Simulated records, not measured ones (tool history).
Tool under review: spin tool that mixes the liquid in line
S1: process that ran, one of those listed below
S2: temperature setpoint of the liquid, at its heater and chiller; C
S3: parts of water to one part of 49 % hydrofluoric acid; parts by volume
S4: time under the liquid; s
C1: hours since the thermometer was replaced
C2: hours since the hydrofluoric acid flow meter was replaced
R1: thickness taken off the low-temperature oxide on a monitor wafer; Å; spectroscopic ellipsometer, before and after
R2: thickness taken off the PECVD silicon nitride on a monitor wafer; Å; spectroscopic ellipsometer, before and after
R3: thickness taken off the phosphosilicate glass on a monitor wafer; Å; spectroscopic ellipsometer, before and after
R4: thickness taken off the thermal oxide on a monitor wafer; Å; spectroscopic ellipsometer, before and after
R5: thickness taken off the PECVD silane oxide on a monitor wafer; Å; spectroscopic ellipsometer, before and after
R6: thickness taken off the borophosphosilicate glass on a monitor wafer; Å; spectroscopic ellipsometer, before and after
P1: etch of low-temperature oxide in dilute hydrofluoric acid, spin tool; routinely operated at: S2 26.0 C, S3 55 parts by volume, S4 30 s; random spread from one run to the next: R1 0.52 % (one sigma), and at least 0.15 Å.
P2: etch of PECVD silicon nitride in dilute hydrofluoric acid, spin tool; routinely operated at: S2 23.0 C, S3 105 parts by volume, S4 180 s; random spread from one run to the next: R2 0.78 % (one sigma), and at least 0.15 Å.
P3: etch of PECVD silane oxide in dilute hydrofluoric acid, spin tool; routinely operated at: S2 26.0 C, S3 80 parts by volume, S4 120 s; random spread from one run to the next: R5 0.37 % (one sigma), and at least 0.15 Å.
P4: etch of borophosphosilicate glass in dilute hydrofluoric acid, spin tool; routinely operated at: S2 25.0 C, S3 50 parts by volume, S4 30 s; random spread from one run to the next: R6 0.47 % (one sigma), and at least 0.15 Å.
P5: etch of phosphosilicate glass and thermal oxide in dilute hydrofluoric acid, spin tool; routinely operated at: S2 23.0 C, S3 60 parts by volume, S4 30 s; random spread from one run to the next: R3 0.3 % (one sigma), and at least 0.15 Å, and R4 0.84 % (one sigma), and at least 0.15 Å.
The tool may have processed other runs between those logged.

Run 1, hour 14.5: S1 P1, S2 26.0 C, S3 55 parts by volume, S4 30 s; C1 1692.7; C2 293.9. Result: R1 222.57 Å.
Run 2, hour 22.9: S1 P2, S2 23.0 C, S3 105 parts by volume, S4 180 s; C1 1701.1; C2 302.3. Result: R2 36.220 Å.
Run 3, hour 38.1: S1 P5, S2 23.0 C, S3 60 parts by volume, S4 30 s; C1 1716.3; C2 317.5. Result: R3 473.32 Å, R4 23.868 Å.
Run 4, hour 54.1: S1 P1, S2 26.0 C, S3 55 parts by volume, S4 30 s; C1 1732.3; C2 333.5. Result: R1 220.54 Å.
Run 5, hour 65.1: S1 P1, S2 26.0 C, S3 55 parts by volume, S4 15 s; C1 1743.3; C2 344.5. Result: R1 110.51 Å.
Run 6, hour 79.7: S1 P1, S2 26.0 C, S3 55 parts by volume, S4 30 s; C1 1757.9; C2 359.1. Result: R1 221.33 Å.
Run 7, hour 91.3: S1 P1, S2 26.0 C, S3 55 parts by volume, S4 30 s; C1 1769.5; C2 370.7. Result: R1 222.83 Å.
Run 8, hour 105.7: S1 P3, S2 26.0 C, S3 80 parts by volume, S4 120 s; C1 1783.9; C2 385.1. Result: R5 250.02 Å.
Run 9, hour 118.5: S1 P1, S2 26.0 C, S3 80 parts by volume, S4 30 s; C1 1796.7; C2 397.9. Result: R1 147.03 Å.
Run 10, hour 129.9: S1 P1, S2 26.0 C, S3 55 parts by volume, S4 30 s; C1 1808.1; C2 409.3. Result: R1 223.05 Å.
Run 11, hour 142.3: S1 P4, S2 25.0 C, S3 20 parts by volume, S4 30 s; C1 1820.5; C2 421.7. Result: R6 654.14 Å.
Run 12, hour 154.5: S1 P3, S2 26.0 C, S3 80 parts by volume, S4 175 s; C1 1832.7; C2 433.9. Result: R5 362.40 Å.
Run 13, hour 167.3: S1 P2, S2 18.0 C, S3 105 parts by volume, S4 180 s; C1 1845.5; C2 446.7. Result: R2 25.925 Å.
Run 14, hour 179.0: S1 P2, S2 23.0 C, S3 35 parts by volume, S4 180 s; C1 1857.2; C2 458.4. Result: R2 107.320 Å.
Run 15, hour 193.3: S1 P4, S2 25.0 C, S3 50 parts by volume, S4 60 s; C1 1871.5; C2 472.7. Result: R6 503.12 Å.
Run 16, hour 208.0: S1 P5, S2 30.0 C, S3 60 parts by volume, S4 30 s; C1 1886.2; C2 487.4. Result: R3 624.88 Å, R4 31.142 Å.
Run 17, hour 217.6: S1 P4, S2 25.0 C, S3 50 parts by volume, S4 30 s; C1 1895.8; C2 497.0. Result: R6 250.20 Å.
Run 18, hour 225.6: S1 P1, S2 18.0 C, S3 55 parts by volume, S4 30 s; C1 1903.8; C2 505.0. Result: R1 159.26 Å.
Run 19, hour 239.9: S1 P3, S2 19.5 C, S3 80 parts by volume, S4 120 s; C1 1918.1; C2 519.3. Result: R5 191.71 Å.
Run 20, hour 248.1: S1 P1, S2 34.0 C, S3 35 parts by volume, S4 30 s; C1 1926.3; C2 527.5. Result: R1 494.59 Å.
Run 21, hour 258.2: S1 P3, S2 26.0 C, S3 45 parts by volume, S4 120 s; C1 1936.4; C2 537.6. Result: R5 465.95 Å.
Run 22, hour 270.9: S1 P1, S2 26.0 C, S3 55 parts by volume, S4 30 s; C1 1949.1; C2 550.3. Result: R1 220.52 Å.
Run 23, hour 279.4: S1 P5, S2 23.0 C, S3 60 parts by volume, S4 30 s; C1 1957.6; C2 558.8. Result: R3 470.47 Å, R4 23.352 Å.
Run 24, hour 292.6: S1 P1, S2 26.0 C, S3 55 parts by volume, S4 50 s; C1 1970.8; C2 572.0. Result: R1 370.34 Å.
Run 25, hour 300.1: S1 P5, S2 23.0 C, S3 60 parts by volume, S4 50 s; C1 1978.3; C2 579.5. Result: R3 788.12 Å, R4 39.509 Å.
Run 26, hour 312.5: S1 P1, S2 19.5 C, S3 20 parts by volume, S4 30 s; C1 1990.7; C2 591.9. Result: R1 485.26 Å.
Run 27, hour 320.1: S1 P1, S2 34.0 C, S3 55 parts by volume, S4 30 s; C1 1998.3; C2 599.5. Result: R1 303.39 Å.
Run 28, hour 335.9: S1 P1, S2 26.0 C, S3 25 parts by volume, S4 30 s; C1 2014.1; C2 615.3. Result: R1 509.55 Å.
Run 29, hour 348.5: S1 P5, S2 23.0 C, S3 95 parts by volume, S4 30 s; C1 2026.7; C2 627.9. Result: R3 285.45 Å, R4 14.823 Å.
Run 30, hour 364.5: S1 P4, S2 32.5 C, S3 50 parts by volume, S4 30 s; C1 2042.7; C2 643.9. Result: R6 335.87 Å.
Run 31, hour 376.4: S1 P2, S2 23.0 C, S3 105 parts by volume, S4 345 s; C1 2054.6; C2 655.8. Result: R2 69.563 Å.
Run 32, hour 386.1: S1 P1, S2 26.0 C, S3 55 parts by volume, S4 30 s; C1 2064.3; C2 665.5. Result: R1 220.78 Å.
Run 33, hour 401.3: S1 P1, S2 26.0 C, S3 55 parts by volume, S4 30 s; C1 2079.5; C2 680.7. Result: R1 228.49 Å.
Run 34, hour 412.7: S1 P1, S2 26.0 C, S3 55 parts by volume, S4 30 s; C1 2090.9; C2 692.1. Result: R1 231.30 Å.
Run 35, hour 426.1: S1 P1, S2 26.0 C, S3 55 parts by volume, S4 30 s; C1 2104.3; C2 705.5. Result: R1 235.72 Å.
Run 36, hour 438.8: S1 P1, S2 26.0 C, S3 55 parts by volume, S4 30 s; C1 2117.0; C2 718.2. Result: R1 234.96 Å.
Run 37, hour 450.0: S1 P1, S2 26.0 C, S3 55 parts by volume, S4 30 s; C1 2128.2; C2 729.4. Result: R1 235.81 Å.
Run 38, hour 458.8: S1 P1, S2 26.0 C, S3 55 parts by volume, S4 30 s; C1 2137.0; C2 738.2. Result: R1 237.26 Å.
Run 39, hour 473.8: S1 P1, S2 26.0 C, S3 55 parts by volume, S4 30 s; C1 2152.0; C2 753.2. Result: R1 237.10 Å.
Run 40, hour 485.6: S1 P1, S2 26.0 C, S3 55 parts by volume, S4 30 s; C1 2163.8; C2 765.0. Result: R1 237.95 Å.
Run 41, hour 496.6: S1 P1, S2 26.0 C, S3 55 parts by volume, S4 30 s; C1 2174.8; C2 776.0. Result: R1 237.97 Å.
Run 42, hour 504.3: S1 P1, S2 26.0 C, S3 55 parts by volume, S4 30 s; C1 2182.5; C2 783.7. Result: R1 239.70 Å.

P1 has crept away from where it was. The log is fitted equally well by each of these 2 causes, at the sizes shown:
A: liquid hotter than its thermometer reads (K) = 1.8
B: hydrofluoric acid flow above the setpoint (%) = 6.91
The gradual shift began around hour 386.1.

The list below offers 4 check runs, each averaging the results of 2 wafers, and shows each result as a question mark. For which of them would the listed causes give clearly different results?
Run check 1, hour 512.0: S1 P2, S2 23.0 C, S3 105 parts by volume, S4 180 s. Result: R2 ?.
Run check 2, hour 512.0: S1 P5, S2 23.0 C, S3 60 parts by volume, S4 30 s. Result: R3 ?, R4 ?.
Run check 3, hour 512.0: S1 P4, S2 25.0 C, S3 50 parts by volume, S4 30 s. Result: R6 ?.
Run check 4, hour 512.0: S1 P3, S2 26.0 C, S3 80 parts by volume, S4 120 s. Result: R5 ?.

Check results expected under each cause:
  check  result    if A    if B
check 1      R2  40.942  38.842
check 2      R3  508.01  507.12
check 2      R4  25.596  25.551
check 3      R6  269.30  268.81
check 4      R5  268.03  268.87
Separation of the two closest causes in each check, using whichever result separates them best: check 1 5.27 %; check 2 0.17 %; check 3 0.18 %; check 4 0.31 %
Check 1 distinguishes between the causes, while the remaining checks would return nearly the same result for all of them.

Here is what check 1 returned: R2 41.031 Å. Which cause is it?

The cause is A: liquid hotter than its thermometer reads (K).
